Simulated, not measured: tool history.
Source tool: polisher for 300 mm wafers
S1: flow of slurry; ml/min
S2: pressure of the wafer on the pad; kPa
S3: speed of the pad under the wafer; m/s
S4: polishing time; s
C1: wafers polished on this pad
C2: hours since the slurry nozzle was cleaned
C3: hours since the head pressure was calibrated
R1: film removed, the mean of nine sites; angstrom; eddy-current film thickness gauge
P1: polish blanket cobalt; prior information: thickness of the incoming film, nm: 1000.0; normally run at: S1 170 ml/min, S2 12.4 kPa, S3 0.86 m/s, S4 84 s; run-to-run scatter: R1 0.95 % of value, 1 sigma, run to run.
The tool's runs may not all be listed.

run,hour,S1,S2,S3,S4,C1,C2,C3,R1
1,7.3,170,12.4,0.86,84,199,152.2,303.8,3163.9
2,11.6,170,12.4,0.86,84,242,156.5,308.1,3150.1
3,18.7,170,17.2,0.86,84,313,163.6,315.2,4424.2
4,24.7,170,12.4,1.10,42,372,169.6,321.2,2023.9
5,30.0,115,15.2,0.86,84,425,174.9,326.5,3592.5
6,33.8,100,12.4,0.86,84,463,178.7,330.3,2891.3
7,38.0,230,12.4,0.86,84,504,182.9,334.5,3295.3
8,44.2,170,12.4,0.50,84,566,189.1,340.7,1825.6
9,50.3,170,12.4,0.86,123,627,195.2,346.8,4528.2
# hour 53.4: slurry nozzle cleaned
10,54.9,170,5.5,0.86,84,672,1.5,351.4,1411.4
11,61.3,245,12.4,0.86,122,736,7.9,357.8,4885.4
12,65.3,170,12.4,0.86,84,776,11.9,361.8,3153.6
13,69.2,170,12.4,0.86,84,814,15.8,365.7,3144.1
14,73.2,170,12.4,1.26,84,854,19.8,369.7,4650.0
15,80.3,170,12.4,0.86,84,925,26.9,376.8,3176.5
16,84.9,170,12.4,0.86,44,970,31.5,381.4,1619.0
17,91.0,170,12.4,0.86,84,1031,37.6,387.5,3149.5
18,96.2,170,12.4,0.86,84,1083,42.8,392.7,3092.0
19,102.7,170,12.4,0.86,84,1147,49.3,399.2,2999.6
20,109.3,170,12.4,0.86,84,1213,55.9,405.8,2995.5
21,112.9,170,12.4,0.86,84,1249,59.5,409.4,2936.8
22,117.8,170,12.4,0.86,84,1297,64.4,414.3,2957.0
# hour 119.0: head pressure recalibrated
23,123.0,170,12.4,0.86,84,1349,69.6,4.1,2904.3
24,127.2,170,12.4,0.86,84,1391,73.8,8.3,2910.9
25,132.9,170,12.4,0.86,84,1448,79.5,14.0,2890.1
26,138.4,170,12.4,0.86,84,1502,85.0,19.5,2965.9

The output of P1 has drifted from where it used to be. Each of the 2 causes below, taken at the size shown beside it, accounts for the log equally well:
A: removal rate lost through wear of the pad, % = 7.81
B: slurry flow missing at the pad, % = 35.1
Onset of the creep was near hour 91.0.
Other possible causes, and why each is ruled out:
head's pressure below its setpoint, %: serviced after onset, at hour 119.0, with no recovery of the prior output

Which of the check runs below tells the causes apart, meaning the causes would give it clearly different results? Each run uses 2 wafers whose results are averaged, and each result is shown as a question mark.
check 1,143.9,170,12.4,0.70,121,,,,?
check 2,143.9,170,6.2,1.24,84,,,,?
check 3,143.9,170,15.2,1.12,84,,,,?
check 4,143.9,100,12.4,0.86,84,,,,?

Check results expected under each cause:
check,result,if A,if B
check 1,R1,3416.6,3416.7
check 2,R1,2100.8,2100.9
check 3,R1,4638.4,4638.5
check 4,R1,2624.5,2499.6
Distance between the nearest two causes, measured in the result of the check that separates them most: check 1 0 %; check 2 0 %; check 3 0 %; check 4 4.88 %
Only check 4 tells the causes apart: in the others they would give nearly the same result.

With check 4 done, the readings were: R1 2617.1 angstrom. Identify which of the listed causes applies.

A is the cause: removal rate lost through wear of the pad, %.

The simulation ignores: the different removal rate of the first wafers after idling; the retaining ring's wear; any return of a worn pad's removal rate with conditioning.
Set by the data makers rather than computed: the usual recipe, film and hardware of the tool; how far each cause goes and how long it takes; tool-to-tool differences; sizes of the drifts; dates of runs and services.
